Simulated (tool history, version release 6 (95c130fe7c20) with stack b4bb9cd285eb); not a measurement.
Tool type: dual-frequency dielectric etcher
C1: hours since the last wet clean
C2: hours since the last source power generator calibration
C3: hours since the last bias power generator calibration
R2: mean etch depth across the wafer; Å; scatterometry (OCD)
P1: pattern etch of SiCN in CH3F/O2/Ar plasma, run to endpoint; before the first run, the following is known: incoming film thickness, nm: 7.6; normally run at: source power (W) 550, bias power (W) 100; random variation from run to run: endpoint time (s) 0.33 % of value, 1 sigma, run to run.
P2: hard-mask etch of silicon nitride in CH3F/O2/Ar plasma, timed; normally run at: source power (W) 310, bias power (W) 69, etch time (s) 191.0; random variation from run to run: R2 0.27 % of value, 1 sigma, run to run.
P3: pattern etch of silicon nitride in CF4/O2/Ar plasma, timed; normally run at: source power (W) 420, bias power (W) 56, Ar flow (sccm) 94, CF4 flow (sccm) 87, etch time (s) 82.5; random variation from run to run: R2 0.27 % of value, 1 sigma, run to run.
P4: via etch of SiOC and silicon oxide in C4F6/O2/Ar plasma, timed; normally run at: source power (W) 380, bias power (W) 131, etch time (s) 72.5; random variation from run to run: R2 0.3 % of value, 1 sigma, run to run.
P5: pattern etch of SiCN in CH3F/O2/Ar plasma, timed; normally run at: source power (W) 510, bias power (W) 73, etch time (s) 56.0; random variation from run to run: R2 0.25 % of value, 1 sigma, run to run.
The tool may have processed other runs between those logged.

run 1 hour=5.5 | process_that_ran=P1 source_power_(W)=550 bias_power_(W)=100 | C1=143.9 C2=1176.6 C3=1172.3 | endpoint_time_(s)=15.922
run 2 hour=16.6 | process_that_ran=P1 source_power_(W)=550 bias_power_(W)=132 | C1=155.0 C2=1187.7 C3=1183.4 | endpoint_time_(s)=14.179
run 3 hour=24.2 | process_that_ran=P4 source_power_(W)=380 bias_power_(W)=131 etch_time_(s)=72.5 | C1=162.6 C2=1195.3 C3=1191.0 | R2=716.10
run 4 hour=34.9 | process_that_ran=P5 source_power_(W)=370 bias_power_(W)=73 etch_time_(s)=56.0 | C1=173.3 C2=1206.0 C3=1201.7 | R2=202.48
run 5 hour=42.6 | process_that_ran=P2 source_power_(W)=310 bias_power_(W)=91 etch_time_(s)=191.0 | C1=181.0 C2=1213.7 C3=1209.4 | R2=1390.30
run 6 hour=48.7 | process_that_ran=P3 source_power_(W)=420 bias_power_(W)=56 etch_time_(s)=82.5 Ar_flow_(sccm)=94 CF4_flow_(sccm)=52 | C1=187.1 C2=1219.8 C3=1215.5 | R2=1298.00
run 7 hour=59.4 | process_that_ran=P3 source_power_(W)=420 bias_power_(W)=56 etch_time_(s)=82.5 Ar_flow_(sccm)=94 CF4_flow_(sccm)=87 | C1=197.8 C2=1230.5 C3=1226.2 | R2=1390.20
run 8 hour=66.2 | process_that_ran=P2 source_power_(W)=310 bias_power_(W)=69 etch_time_(s)=191.0 | C1=204.6 C2=1237.3 C3=1233.0 | R2=1248.50
run 9 hour=77.4 | process_that_ran=P1 source_power_(W)=460 bias_power_(W)=137 | C1=215.8 C2=1248.5 C3=1244.2 | endpoint_time_(s)=14.960
run 10 hour=90.1 | process_that_ran=P5 source_power_(W)=510 bias_power_(W)=73 etch_time_(s)=76.5 | C1=228.5 C2=1261.2 C3=1256.9 | R2=313.56
-- hour=91.7 wet clean of the chamber
run 11 hour=97.5 | process_that_ran=P2 source_power_(W)=310 bias_power_(W)=69 etch_time_(s)=122.5 | C1=5.9 C2=1268.6 C3=1264.3 | R2=805.53
run 12 hour=105.9 | process_that_ran=P4 source_power_(W)=250 bias_power_(W)=131 etch_time_(s)=72.5 | C1=14.3 C2=1277.0 C3=1272.7 | R2=607.52
run 13 hour=112.3 | process_that_ran=P1 source_power_(W)=550 bias_power_(W)=100 | C1=20.7 C2=1283.4 C3=1279.1 | endpoint_time_(s)=15.851
run 14 hour=118.6 | process_that_ran=P4 source_power_(W)=380 bias_power_(W)=164 etch_time_(s)=72.5 | C1=27.0 C2=1289.7 C3=1285.4 | R2=764.60
run 15 hour=124.1 | process_that_ran=P1 source_power_(W)=400 bias_power_(W)=100 | C1=32.5 C2=1295.2 C3=1290.9 | endpoint_time_(s)=17.790
run 16 hour=130.2 | process_that_ran=P1 source_power_(W)=760 bias_power_(W)=120 | C1=38.6 C2=1301.3 C3=1297.0 | endpoint_time_(s)=13.162
run 17 hour=141.3 | process_that_ran=P1 source_power_(W)=550 bias_power_(W)=100 | C1=49.7 C2=1312.4 C3=1308.1 | endpoint_time_(s)=15.933
run 18 hour=153.6 | process_that_ran=P1 source_power_(W)=550 bias_power_(W)=100 | C1=62.0 C2=1324.7 C3=1320.4 | endpoint_time_(s)=15.859
run 19 hour=160.0 | process_that_ran=P5 source_power_(W)=510 bias_power_(W)=73 etch_time_(s)=56.0 | C1=68.4 C2=1331.1 C3=1326.8 | R2=229.47
run 20 hour=165.5 | process_that_ran=P1 source_power_(W)=550 bias_power_(W)=72 | C1=73.9 C2=1336.6 C3=1332.3 | endpoint_time_(s)=17.725
run 21 hour=174.8 | process_that_ran=P1 source_power_(W)=700 bias_power_(W)=83 | C1=83.2 C2=1345.9 C3=1341.6 | endpoint_time_(s)=15.477
run 22 hour=186.7 | process_that_ran=P1 source_power_(W)=550 bias_power_(W)=100 | C1=95.1 C2=1357.8 C3=1353.5 | endpoint_time_(s)=15.852
run 23 hour=199.2 | process_that_ran=P3 source_power_(W)=420 bias_power_(W)=56 etch_time_(s)=82.5 Ar_flow_(sccm)=94 CF4_flow_(sccm)=87 | C1=107.6 C2=1370.3 C3=1366.0 | R2=1387.90
run 24 hour=210.5 | process_that_ran=P3 source_power_(W)=420 bias_power_(W)=56 etch_time_(s)=82.5 Ar_flow_(sccm)=71 CF4_flow_(sccm)=87 | C1=118.9 C2=1381.6 C3=1377.3 | R2=1431.00
run 25 hour=222.1 | process_that_ran=P5 source_power_(W)=510 bias_power_(W)=96 etch_time_(s)=56.0 | C1=130.5 C2=1393.2 C3=1388.9 | R2=252.61
run 26 hour=230.6 | process_that_ran=P4 source_power_(W)=380 bias_power_(W)=131 etch_time_(s)=49.0 | C1=139.0 C2=1401.7 C3=1397.4 | R2=483.69
run 27 hour=237.8 | process_that_ran=P2 source_power_(W)=310 bias_power_(W)=69 etch_time_(s)=191.0 | C1=146.2 C2=1408.9 C3=1404.6 | R2=1248.20
run 28 hour=246.9 | process_that_ran=P3 source_power_(W)=580 bias_power_(W)=56 etch_time_(s)=82.5 Ar_flow_(sccm)=94 CF4_flow_(sccm)=87 | C1=155.3 C2=1418.0 C3=1413.7 | R2=1834.80
-- hour=252.1 bias power generator calibrated
run 29 hour=258.5 | process_that_ran=P2 source_power_(W)=400 bias_power_(W)=69 etch_time_(s)=191.0 | C1=166.9 C2=1429.6 C3=6.4 | R2=1378.10
run 30 hour=266.1 | process_that_ran=P3 source_power_(W)=420 bias_power_(W)=56 etch_time_(s)=59.5 Ar_flow_(sccm)=94 CF4_flow_(sccm)=87 | C1=174.5 C2=1437.2 C3=14.0 | R2=1003.50
run 31 hour=277.9 | process_that_ran=P1 source_power_(W)=690 bias_power_(W)=100 | C1=186.3 C2=1449.0 C3=25.8 | endpoint_time_(s)=14.532
run 32 hour=284.5 | process_that_ran=P5 source_power_(W)=510 bias_power_(W)=73 etch_time_(s)=56.0 | C1=192.9 C2=1455.6 C3=32.4 | R2=229.88
run 33 hour=296.7 | process_that_ran=P3 source_power_(W)=420 bias_power_(W)=72 etch_time_(s)=82.5 Ar_flow_(sccm)=94 CF4_flow_(sccm)=87 | C1=205.1 C2=1467.8 C3=44.6 | R2=1533.00
run 34 hour=305.4 | process_that_ran=P1 source_power_(W)=550 bias_power_(W)=100 | C1=213.8 C2=1476.5 C3=53.3 | endpoint_time_(s)=15.925
run 35 hour=315.0 | process_that_ran=P1 source_power_(W)=550 bias_power_(W)=100 | C1=223.4 C2=1486.1 C3=62.9 | endpoint_time_(s)=15.695
run 36 hour=322.8 | process_that_ran=P1 source_power_(W)=550 bias_power_(W)=100 | C1=231.2 C2=1493.9 C3=70.7 | endpoint_time_(s)=15.727
run 37 hour=332.6 | process_that_ran=P1 source_power_(W)=550 bias_power_(W)=100 | C1=241.0 C2=1503.7 C3=80.5 | endpoint_time_(s)=15.616
-- hour=333.5 wet clean of the chamber
run 38 hour=342.3 | process_that_ran=P1 source_power_(W)=550 bias_power_(W)=100 | C1=8.9 C2=1513.4 C3=90.2 | endpoint_time_(s)=15.499
run 39 hour=351.4 | process_that_ran=P1 source_power_(W)=550 bias_power_(W)=100 | C1=18.0 C2=1522.5 C3=99.3 | endpoint_time_(s)=15.560
run 40 hour=361.0 | process_that_ran=P1 source_power_(W)=550 bias_power_(W)=100 | C1=27.6 C2=1532.1 C3=108.9 | endpoint_time_(s)=15.587
run 41 hour=367.3 | process_that_ran=P1 source_power_(W)=550 bias_power_(W)=100 | C1=33.9 C2=1538.4 C3=115.2 | endpoint_time_(s)=15.545

P1 no longer gives what it gave before; its output has crept away from where it was. The following 2 causes, each at its listed size, fit the log equally well:
A: bias power that arrives over what is set, % = 4.5
B: source power that arrives over what is set, % = 4.5
At approximately hour 305.4, the process output began to creep.
Ruled out, with reasons:
chamber walls in a state that raises the etch rate, %: its service at hour 333.5 followed the start of the drift and did not put the process back to its old value

Below are 4 check runs, each on a single wafer, with their results shown as question marks. Which of them would tell the listed causes apart, meaning the causes would give clearly different results under it?
run check 1 hour=373.6 | process_that_ran=P2 source_power_(W)=310 bias_power_(W)=69 etch_time_(s)=191.0 | R2=?
run check 2 hour=373.6 | process_that_ran=P3 source_power_(W)=420 bias_power_(W)=56 etch_time_(s)=82.5 Ar_flow_(sccm)=94 CF4_flow_(sccm)=87 | R2=?
run check 3 hour=373.6 | process_that_ran=P4 source_power_(W)=380 bias_power_(W)=131 etch_time_(s)=72.5 | R2=?
run check 4 hour=373.6 | process_that_ran=P5 source_power_(W)=510 bias_power_(W)=73 etch_time_(s)=56.0 | R2=?

Check results expected under each cause:
check=check_1 result=R2 if_A=1272.00 if_B=1273.70
check=check_2 result=R2 if_A=1410.10 if_B=1439.90
check=check_3 result=R2 if_A=726.73 if_B=729.69
check=check_4 result=R2 if_A=232.49 if_B=232.78
Per-check spread between the two closest causes, in the result where they differ most: check 1 0.13 %; check 2 2.09 %; check 3 0.41 %; check 4 0.12 %
Only check 2 tells the causes apart: in the others they would give nearly the same result.

Then check 2 was run and gave: R2 1436.00 Å. Which cause is it?

It was cause B: source power that arrives over what is set, %.
